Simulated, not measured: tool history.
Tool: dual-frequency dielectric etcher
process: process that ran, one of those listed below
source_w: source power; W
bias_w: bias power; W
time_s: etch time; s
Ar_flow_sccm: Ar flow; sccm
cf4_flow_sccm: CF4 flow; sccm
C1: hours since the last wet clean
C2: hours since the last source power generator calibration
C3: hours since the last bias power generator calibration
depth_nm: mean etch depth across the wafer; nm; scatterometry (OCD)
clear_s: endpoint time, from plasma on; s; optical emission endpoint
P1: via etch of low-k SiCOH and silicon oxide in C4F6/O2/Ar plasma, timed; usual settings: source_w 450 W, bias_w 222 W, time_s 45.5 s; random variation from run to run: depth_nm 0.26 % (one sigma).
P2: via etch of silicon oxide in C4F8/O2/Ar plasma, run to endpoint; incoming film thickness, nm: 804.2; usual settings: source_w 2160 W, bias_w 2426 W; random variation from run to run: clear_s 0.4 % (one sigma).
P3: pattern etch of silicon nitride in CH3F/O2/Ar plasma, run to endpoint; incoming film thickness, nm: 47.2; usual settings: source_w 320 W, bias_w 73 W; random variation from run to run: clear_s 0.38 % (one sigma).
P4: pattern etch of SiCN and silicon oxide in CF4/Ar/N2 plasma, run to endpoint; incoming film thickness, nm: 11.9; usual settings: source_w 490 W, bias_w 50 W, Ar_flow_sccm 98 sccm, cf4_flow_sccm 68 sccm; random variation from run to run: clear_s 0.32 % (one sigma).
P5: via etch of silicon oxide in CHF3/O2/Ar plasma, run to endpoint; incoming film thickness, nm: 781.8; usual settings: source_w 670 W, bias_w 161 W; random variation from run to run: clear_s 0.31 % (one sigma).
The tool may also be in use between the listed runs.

{"run": 1, "hour": 11.7, "process": "P1", "source_w": 450, "bias_w": 222, "time_s": 45.5, "C1": 458.2, "C2": 3546.6, "C3": 1095.0, "depth_nm": 122.01}
{"run": 2, "hour": 21.5, "process": "P1", "source_w": 450, "bias_w": 222, "time_s": 27.5, "C1": 468.0, "C2": 3556.4, "C3": 1104.8, "depth_nm": 74.024}
{"run": 3, "hour": 29.3, "process": "P1", "source_w": 450, "bias_w": 222, "time_s": 45.5, "C1": 475.8, "C2": 3564.2, "C3": 1112.6, "depth_nm": 122.38}
{"run": 4, "hour": 36.0, "process": "P3", "source_w": 320, "bias_w": 73, "C1": 482.5, "C2": 3570.9, "C3": 1119.3, "clear_s": 71.702}
{"run": 5, "hour": 48.5, "process": "P4", "source_w": 660, "bias_w": 50, "Ar_flow_sccm": 98, "cf4_flow_sccm": 68, "C1": 495.0, "C2": 3583.4, "C3": 1131.8, "clear_s": 11.081}
{"run": 6, "hour": 60.3, "process": "P3", "source_w": 320, "bias_w": 73, "C1": 506.8, "C2": 3595.2, "C3": 1143.6, "clear_s": 71.468}
{"run": 7, "hour": 70.5, "process": "P1", "source_w": 450, "bias_w": 222, "time_s": 45.5, "C1": 517.0, "C2": 3605.4, "C3": 1153.8, "depth_nm": 122.03}
{"run": 8, "hour": 76.8, "process": "P4", "source_w": 490, "bias_w": 50, "Ar_flow_sccm": 98, "cf4_flow_sccm": 93, "C1": 523.3, "C2": 3611.7, "C3": 1160.1, "clear_s": 13.798}
{"run": 9, "hour": 86.2, "process": "P5", "source_w": 670, "bias_w": 109, "C1": 532.7, "C2": 3621.1, "C3": 1169.5, "clear_s": 442.21}
{"hour": 93.4, "done": "source power generator calibrated"}
{"run": 10, "hour": 97.2, "process": "P4", "source_w": 490, "bias_w": 50, "Ar_flow_sccm": 98, "cf4_flow_sccm": 68, "C1": 543.7, "C2": 3.8, "C3": 1180.5, "clear_s": 14.454}
{"run": 11, "hour": 107.0, "process": "P2", "source_w": 2160, "bias_w": 2426, "C1": 553.5, "C2": 13.6, "C3": 1190.3, "clear_s": 144.22}
{"run": 12, "hour": 118.1, "process": "P3", "source_w": 390, "bias_w": 73, "C1": 564.6, "C2": 24.7, "C3": 1201.4, "clear_s": 66.569}
{"run": 13, "hour": 128.1, "process": "P2", "source_w": 2160, "bias_w": 2426, "C1": 574.6, "C2": 34.7, "C3": 1211.4, "clear_s": 143.83}
{"run": 14, "hour": 140.1, "process": "P1", "source_w": 450, "bias_w": 222, "time_s": 66.5, "C1": 586.6, "C2": 46.7, "C3": 1223.4, "depth_nm": 178.47}
{"run": 15, "hour": 146.7, "process": "P1", "source_w": 450, "bias_w": 271, "time_s": 45.5, "C1": 593.2, "C2": 53.3, "C3": 1230.0, "depth_nm": 130.37}
{"run": 16, "hour": 158.9, "process": "P4", "source_w": 490, "bias_w": 32, "Ar_flow_sccm": 98, "cf4_flow_sccm": 68, "C1": 605.4, "C2": 65.5, "C3": 1242.2, "clear_s": 16.408}
{"run": 17, "hour": 164.8, "process": "P4", "source_w": 490, "bias_w": 50, "Ar_flow_sccm": 138, "cf4_flow_sccm": 68, "C1": 611.3, "C2": 71.4, "C3": 1248.1, "clear_s": 15.359}
{"run": 18, "hour": 171.5, "process": "P1", "source_w": 450, "bias_w": 169, "time_s": 45.5, "C1": 618.0, "C2": 78.1, "C3": 1254.8, "depth_nm": 112.32}
{"run": 19, "hour": 180.6, "process": "P1", "source_w": 450, "bias_w": 222, "time_s": 45.5, "C1": 627.1, "C2": 87.2, "C3": 1263.9, "depth_nm": 122.81}
{"run": 20, "hour": 191.4, "process": "P2", "source_w": 2160, "bias_w": 3425, "C1": 637.9, "C2": 98.0, "C3": 1274.7, "clear_s": 129.49}
{"run": 21, "hour": 201.2, "process": "P1", "source_w": 450, "bias_w": 222, "time_s": 45.5, "C1": 647.7, "C2": 107.8, "C3": 1284.5, "depth_nm": 122.32}

Run 22 comes next. What will it give?
{"run": 22, "hour": 212.6, "process": "P1", "source_w": 320, "bias_w": 222, "time_s": 45.5, "C1": 659.1, "C2": 119.2, "C3": 1295.9, "depth_nm": "?"}

Run 22 gave depth_nm 107.400 nm.
